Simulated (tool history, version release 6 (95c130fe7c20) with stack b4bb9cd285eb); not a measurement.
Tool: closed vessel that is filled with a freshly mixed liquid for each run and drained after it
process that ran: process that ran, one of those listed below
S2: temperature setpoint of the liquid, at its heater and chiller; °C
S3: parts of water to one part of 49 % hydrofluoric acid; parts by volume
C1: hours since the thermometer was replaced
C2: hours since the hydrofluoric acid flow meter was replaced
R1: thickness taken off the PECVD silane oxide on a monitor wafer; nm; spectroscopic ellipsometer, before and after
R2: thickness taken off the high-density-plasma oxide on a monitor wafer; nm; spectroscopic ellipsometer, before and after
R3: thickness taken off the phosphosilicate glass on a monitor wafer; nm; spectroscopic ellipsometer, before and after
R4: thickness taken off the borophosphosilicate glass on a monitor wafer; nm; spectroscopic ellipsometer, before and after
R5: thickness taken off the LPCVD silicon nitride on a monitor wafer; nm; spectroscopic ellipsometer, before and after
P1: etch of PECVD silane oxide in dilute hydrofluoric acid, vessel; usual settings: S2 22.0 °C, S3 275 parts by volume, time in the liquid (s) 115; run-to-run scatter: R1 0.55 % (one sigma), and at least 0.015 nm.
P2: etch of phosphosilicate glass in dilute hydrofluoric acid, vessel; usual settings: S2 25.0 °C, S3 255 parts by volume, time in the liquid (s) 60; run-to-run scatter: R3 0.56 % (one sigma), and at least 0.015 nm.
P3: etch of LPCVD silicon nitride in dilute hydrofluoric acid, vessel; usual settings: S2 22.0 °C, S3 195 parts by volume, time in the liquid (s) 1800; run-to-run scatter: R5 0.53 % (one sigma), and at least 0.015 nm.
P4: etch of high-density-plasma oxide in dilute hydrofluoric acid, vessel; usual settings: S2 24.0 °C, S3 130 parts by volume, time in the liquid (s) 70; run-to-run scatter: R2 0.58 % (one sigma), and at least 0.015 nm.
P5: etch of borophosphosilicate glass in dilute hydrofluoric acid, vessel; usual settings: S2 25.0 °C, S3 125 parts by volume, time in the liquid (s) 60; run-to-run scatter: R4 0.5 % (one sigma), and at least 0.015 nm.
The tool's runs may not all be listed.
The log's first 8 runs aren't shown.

Run 9, hour 107.0: process that ran P2, S2 19.0 °C, S3 255 parts by volume, time in the liquid (s) 60; C1 1946.4; C2 1164.3. Result: R3 12.385 nm.
Run 10, hour 118.3: process that ran P2, S2 25.0 °C, S3 150 parts by volume, time in the liquid (s) 60; C1 1957.7; C2 1175.6. Result: R3 29.317 nm.
Run 11, hour 131.0: process that ran P5, S2 30.5 °C, S3 125 parts by volume, time in the liquid (s) 60; C1 1970.4; C2 1188.3. Result: R4 35.081 nm.
Run 12, hour 145.1: process that ran P1, S2 26.0 °C, S3 275 parts by volume, time in the liquid (s) 115; C1 1984.5; C2 1202.4. Result: R1 5.4927 nm.
Run 13, hour 152.5: process that ran P1, S2 22.0 °C, S3 85 parts by volume, time in the liquid (s) 65; C1 1991.9; C2 1209.8. Result: R1 10.7460 nm.
Run 14, hour 161.4: process that ran P1, S2 22.0 °C, S3 165 parts by volume, time in the liquid (s) 165; C1 2000.8; C2 1218.7. Result: R1 12.8320 nm.
Run 15, hour 172.2: process that ran P5, S2 25.0 °C, S3 125 parts by volume, time in the liquid (s) 60; C1 2011.6; C2 1229.5. Result: R4 27.883 nm.
Run 16, hour 181.2: process that ran P1, S2 22.0 °C, S3 275 parts by volume, time in the liquid (s) 115; C1 2020.6; C2 1238.5. Result: R1 4.7863 nm.
Run 17, hour 189.5: process that ran P3, S2 17.0 °C, S3 195 parts by volume, time in the liquid (s) 1800; C1 2028.9; C2 1246.8. Result: R5 2.92870 nm.
Run 18, hour 205.1: process that ran P5, S2 25.0 °C, S3 80 parts by volume, time in the liquid (s) 60; C1 2044.5; C2 1262.4. Result: R4 46.818 nm.
Run 19, hour 213.3: process that ran P2, S2 25.0 °C, S3 255 parts by volume, time in the liquid (s) 110; C1 2052.7; C2 1270.6. Result: R3 28.109 nm.
Run 20, hour 223.4: process that ran P1, S2 22.0 °C, S3 275 parts by volume, time in the liquid (s) 115; C1 2062.8; C2 1280.7. Result: R1 4.8285 nm.
Run 21, hour 236.1: process that ran P4, S2 20.0 °C, S3 130 parts by volume, time in the liquid (s) 70; C1 2075.5; C2 1293.4. Result: R2 5.1352 nm.
Run 22, hour 244.2: process that ran P1, S2 22.0 °C, S3 430 parts by volume, time in the liquid (s) 115; C1 2083.6; C2 1301.5. Result: R1 2.6803 nm.
Run 23, hour 252.4: process that ran P2, S2 25.0 °C, S3 255 parts by volume, time in the liquid (s) 60; C1 2091.8; C2 1309.7. Result: R3 15.311 nm.
Run 24, hour 262.5: process that ran P5, S2 25.0 °C, S3 125 parts by volume, time in the liquid (s) 90; C1 2101.9; C2 1319.8. Result: R4 42.785 nm.
Run 25, hour 272.1: process that ran P1, S2 26.0 °C, S3 275 parts by volume, time in the liquid (s) 35; C1 2111.5; C2 1329.4. Result: R1 1.7148 nm.
Run 26, hour 279.4: process that ran P3, S2 22.0 °C, S3 195 parts by volume, time in the liquid (s) 1800; C1 2118.8; C2 1336.7. Result: R5 4.08720 nm.
Run 27, hour 291.1: process that ran P1, S2 22.0 °C, S3 65 parts by volume, time in the liquid (s) 115; C1 2130.5; C2 1348.4. Result: R1 25.2370 nm.
Run 28, hour 299.6: process that ran P1, S2 22.0 °C, S3 275 parts by volume, time in the liquid (s) 115; C1 2139.0; C2 1356.9. Result: R1 4.8095 nm.
Run 29, hour 312.8: process that ran P4, S2 24.0 °C, S3 130 parts by volume, time in the liquid (s) 30; C1 2152.2; C2 1370.1. Result: R2 2.6132 nm.
Run 30, hour 327.9: process that ran P1, S2 22.0 °C, S3 275 parts by volume, time in the liquid (s) 115; C1 2167.3; C2 1385.2. Result: R1 4.8302 nm.

Forecast run 31:
Run 31, hour 334.7: process that ran P3, S2 22.0 °C, S3 195 parts by volume, time in the liquid (s) 400; C1 2174.1; C2 1392.0. Result: R5 ?.

{"run 31": {"R5": 0.87614}}
